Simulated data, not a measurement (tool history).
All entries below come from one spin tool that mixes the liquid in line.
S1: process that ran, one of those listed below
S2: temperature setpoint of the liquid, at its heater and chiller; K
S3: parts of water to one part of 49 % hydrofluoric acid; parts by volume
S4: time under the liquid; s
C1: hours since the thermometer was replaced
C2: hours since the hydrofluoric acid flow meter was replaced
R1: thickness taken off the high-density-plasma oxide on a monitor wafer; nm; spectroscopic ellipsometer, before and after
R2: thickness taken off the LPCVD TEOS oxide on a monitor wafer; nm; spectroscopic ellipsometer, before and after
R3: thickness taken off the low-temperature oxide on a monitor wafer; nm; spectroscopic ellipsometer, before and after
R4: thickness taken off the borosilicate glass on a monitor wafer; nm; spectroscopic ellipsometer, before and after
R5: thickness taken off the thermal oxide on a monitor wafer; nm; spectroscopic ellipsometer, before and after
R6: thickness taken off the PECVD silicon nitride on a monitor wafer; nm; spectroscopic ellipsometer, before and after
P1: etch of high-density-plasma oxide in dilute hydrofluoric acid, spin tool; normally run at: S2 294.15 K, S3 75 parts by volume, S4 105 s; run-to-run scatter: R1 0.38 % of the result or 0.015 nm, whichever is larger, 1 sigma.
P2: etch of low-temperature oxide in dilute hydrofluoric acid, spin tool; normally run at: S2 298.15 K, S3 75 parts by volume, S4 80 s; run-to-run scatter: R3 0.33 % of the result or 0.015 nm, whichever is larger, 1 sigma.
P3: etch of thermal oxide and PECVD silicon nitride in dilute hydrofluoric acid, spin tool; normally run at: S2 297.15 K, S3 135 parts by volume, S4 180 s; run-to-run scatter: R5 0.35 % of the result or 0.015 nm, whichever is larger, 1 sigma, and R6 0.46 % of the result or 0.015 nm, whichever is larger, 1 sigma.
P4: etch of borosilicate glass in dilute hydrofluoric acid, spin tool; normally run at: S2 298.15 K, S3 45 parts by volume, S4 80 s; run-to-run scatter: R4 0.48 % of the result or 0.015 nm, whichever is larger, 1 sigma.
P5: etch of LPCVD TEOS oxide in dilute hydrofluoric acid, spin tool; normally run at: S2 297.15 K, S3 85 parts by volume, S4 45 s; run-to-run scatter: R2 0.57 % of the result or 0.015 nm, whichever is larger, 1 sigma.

run	hour	S1	S2	S3	S4	C1	C2	R1	R2	R3	R4	R5	R6
1	3.2	P1	294.15	75	105	1630.5	741.7	7.6861					
2	6.9	P5	297.15	85	45	1634.2	745.4		26.179				
3	13.6	P2	298.15	75	80	1640.9	752.1			25.345			
4	18.4	P5	297.15	85	15	1645.7	756.9		8.7297				
5	22.5	P1	294.15	75	105	1649.8	761	7.7124					
6	29.4	P4	298.15	45	80	1656.7	767.9				55.835		
7	35.9	P5	297.15	85	45	1663.2	774.4		26.319				
8	41.1	P4	298.15	45	145	1668.4	779.6				100.84		
9	46.8	P5	303.65	85	45	1674.1	785.3		33.779				
10	51	P4	298.15	75	80	1678.3	789.5				32.125		
11	56.7	P5	297.15	20	45	1684	795.2		121.21				
12	62.2	P2	298.15	45	80	1689.5	800.7			43.913			
13	68.7	P1	294.15	75	105	1696	807.2	7.732					
14	73.7	P1	294.15	75	210	1701	812.2	15.449					
15	77.8	P1	294.15	140	105	1705.1	816.3	3.8465					
16	84.2	P3	303.65	135	180	1711.5	822.7					7.6188	11.883
17	89.4	P1	290.15	75	105	1716.7	827.9	6.524					
18	95.4	P1	299.65	75	105	1722.7	833.9	9.7206					
19	98.8	P2	298.15	75	125	1726.1	837.3			39.649			
20	102.4	P4	304.65	45	80	1729.7	840.9				72.826		
21	107.5	P3	297.15	135	260	1734.8	846					8.6009	11.369
22	112.3	P1	294.15	75	105	1739.6	850.8	7.7749					
23	118.3	P1	294.15	75	105	1745.6	856.8	7.6487					
24	123.2	P1	294.15	35	105	1750.5	861.7	17.422					
25	128.8	P3	297.15	230	180	1756.1	867.3					3.1929	4.6209
26	132.8	P3	297.15	135	180	1760.1	871.3					5.984	7.8702
27	136.7	P3	297.15	135	180	1764	875.2					5.9545	7.8489
28	140.3	P1	290.15	75	60	1767.6	878.8	3.7158					
29	143.7	P2	291.65	75	80	1771	882.2			19.417			
30	148.5	P2	298.15	75	80	1775.8	887			25.314			
31	154.8	P1	294.15	75	15	1782.1	893.3	1.0873					
32	161.7	P1	294.15	75	105	1789	900.2	7.6922					
33	165.6	P1	294.15	75	105	1792.9	904.1	7.9468					
34	171.5	P1	294.15	75	105	1798.8	910	8.1354					
35	176.4	P1	294.15	75	105	1803.7	914.9	8.3497					
36	182	P1	294.15	75	105	1809.3	920.5	8.3504					
37	185.7	P1	294.15	75	105	1813	924.2	8.4					
38	189.2	P1	294.15	75	105	1816.5	927.7	8.4577					
39	192.8	P1	294.15	75	105	1820.1	931.3	8.5228					
40	199.8	P1	294.15	75	105	1827.1	938.3	8.5025					
41	203.1	P1	294.15	75	105	1830.4	941.6	8.4767					
42	209.6	P1	294.15	75	105	1836.9	948.1	8.4956					

P1 has crept away from where it was. The log is fitted equally well by each of these 2 causes, at the sizes shown:
A: hydrofluoric acid flow above the setpoint (%) = 9.47
B: liquid hotter than its thermometer reads (K) = 2.4
The creep began at about hour 161.7.

Listed below are the offered check runs, one wafer per run, with question marks in place of results. For which of them would the causes give clearly different outcomes?
check 1	216.1	P5	297.15	85	45				?				
check 2	216.1	P2	298.15	75	80					?			
check 3	216.1	P4	298.15	45	80						?		
check 4	216.1	P3	297.15	135	180							?	?

Outcome of each check run for each possible cause:
check	result	if A	if B
check 1	R2	29.09	28.956
check 2	R3	27.912	27.801
check 3	R4	61.796	61.903
check 4	R5	6.6218	6.5389
check 4	R6	8.6472	9.2255
Minimum pairwise separation of causes per check, each pair taken at its best-separating result: check 1 0.46 %; check 2 0.4 %; check 3 0.17 %; check 4 6.47 %
Only check 4 tells the causes apart: in the others they would give nearly the same result.

Check 4 was then run and gave: R5 6.6263 nm; R6 8.5938 nm. Which cause is it?

It is A: hydrofluoric acid flow above the setpoint (%).

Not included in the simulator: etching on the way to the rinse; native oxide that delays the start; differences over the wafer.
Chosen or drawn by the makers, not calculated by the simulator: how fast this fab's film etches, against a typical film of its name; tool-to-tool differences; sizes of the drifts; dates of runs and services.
